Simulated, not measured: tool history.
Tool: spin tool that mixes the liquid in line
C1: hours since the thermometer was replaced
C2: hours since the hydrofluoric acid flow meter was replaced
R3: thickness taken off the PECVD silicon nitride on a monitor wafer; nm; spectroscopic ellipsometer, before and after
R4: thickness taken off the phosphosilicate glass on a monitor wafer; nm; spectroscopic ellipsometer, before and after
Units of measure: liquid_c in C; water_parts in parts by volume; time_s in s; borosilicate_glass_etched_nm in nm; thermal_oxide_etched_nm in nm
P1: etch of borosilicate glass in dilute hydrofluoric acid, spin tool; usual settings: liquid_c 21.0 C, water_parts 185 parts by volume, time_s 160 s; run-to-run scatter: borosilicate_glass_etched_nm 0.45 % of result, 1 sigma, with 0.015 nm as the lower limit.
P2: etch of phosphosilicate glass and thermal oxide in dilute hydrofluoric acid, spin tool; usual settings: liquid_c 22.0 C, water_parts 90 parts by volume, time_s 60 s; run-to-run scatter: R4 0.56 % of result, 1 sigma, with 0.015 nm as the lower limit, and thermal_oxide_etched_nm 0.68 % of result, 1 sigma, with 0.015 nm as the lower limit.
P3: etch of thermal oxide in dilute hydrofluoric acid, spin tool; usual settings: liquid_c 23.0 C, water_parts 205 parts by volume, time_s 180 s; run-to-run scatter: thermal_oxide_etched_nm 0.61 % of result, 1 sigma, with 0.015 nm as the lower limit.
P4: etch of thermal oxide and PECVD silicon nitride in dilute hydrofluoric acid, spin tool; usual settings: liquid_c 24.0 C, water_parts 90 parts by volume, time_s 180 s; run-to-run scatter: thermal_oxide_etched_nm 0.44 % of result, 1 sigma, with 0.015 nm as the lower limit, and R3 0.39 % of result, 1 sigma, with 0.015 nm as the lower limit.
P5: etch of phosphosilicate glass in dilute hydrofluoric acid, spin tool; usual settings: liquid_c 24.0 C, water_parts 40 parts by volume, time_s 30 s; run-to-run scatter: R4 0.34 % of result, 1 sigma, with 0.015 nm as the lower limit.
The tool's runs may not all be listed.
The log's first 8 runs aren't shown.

At hour 119.7: hydrofluoric acid flow meter replaced.
Run 9, hour 131.2: process P1, liquid_c 21.0 C, water_parts 185 parts by volume, time_s 15 s; C1 897.0; C2 11.6. Result: borosilicate_glass_etched_nm 1.7846 nm.
Run 10, hour 146.9: process P5, liquid_c 24.0 C, water_parts 60 parts by volume, time_s 30 s; C1 912.7; C2 27.3. Result: R4 63.9800 nm.
Run 11, hour 156.6: process P3, liquid_c 23.0 C, water_parts 205 parts by volume, time_s 360 s; C1 922.4; C2 37.0. Result: thermal_oxide_etched_nm 7.63510 nm.
Run 12, hour 175.9: process P5, liquid_c 24.0 C, water_parts 40 parts by volume, time_s 45 s; C1 941.7; C2 56.3. Result: R4 147.7300 nm.
Run 13, hour 188.7: process P1, liquid_c 21.0 C, water_parts 75 parts by volume, time_s 160 s; C1 954.5; C2 69.1. Result: borosilicate_glass_etched_nm 53.2450 nm.
Run 14, hour 205.6: process P4, liquid_c 24.0 C, water_parts 30 parts by volume, time_s 180 s; C1 971.4; C2 86.0. Result: thermal_oxide_etched_nm 33.05100 nm, R3 23.8170 nm.
Run 15, hour 221.7: process P3, liquid_c 23.0 C, water_parts 205 parts by volume, time_s 180 s; C1 987.5; C2 102.1. Result: thermal_oxide_etched_nm 3.86860 nm.
Run 16, hour 232.8: process P4, liquid_c 24.0 C, water_parts 90 parts by volume, time_s 180 s; C1 998.6; C2 113.2. Result: thermal_oxide_etched_nm 10.09800 nm, R3 8.1508 nm.
Run 17, hour 250.4: process P1, liquid_c 17.0 C, water_parts 185 parts by volume, time_s 160 s; C1 1016.2; C2 130.8. Result: borosilicate_glass_etched_nm 16.3140 nm.
Run 18, hour 261.0: process P2, liquid_c 22.0 C, water_parts 50 parts by volume, time_s 60 s; C1 1026.8; C2 141.4. Result: thermal_oxide_etched_nm 5.60760 nm, R4 70.6670 nm.
Run 19, hour 277.3: process P3, liquid_c 23.0 C, water_parts 205 parts by volume, time_s 180 s; C1 1043.1; C2 157.7. Result: thermal_oxide_etched_nm 3.83850 nm.
Run 20, hour 287.7: process P2, liquid_c 22.0 C, water_parts 90 parts by volume, time_s 15 s; C1 1053.5; C2 168.1. Result: thermal_oxide_etched_nm 0.75766 nm, R4 9.2763 nm.

What will run 21 give?
Run 21, hour 301.7: process P2, liquid_c 22.0 C, water_parts 90 parts by volume, time_s 60 s; C1 1067.5; C2 182.1. Result: thermal_oxide_etched_nm ?, R4 ?.

thermal_oxide_etched_nm: 2.99770 nm
R4: 37.2080 nm
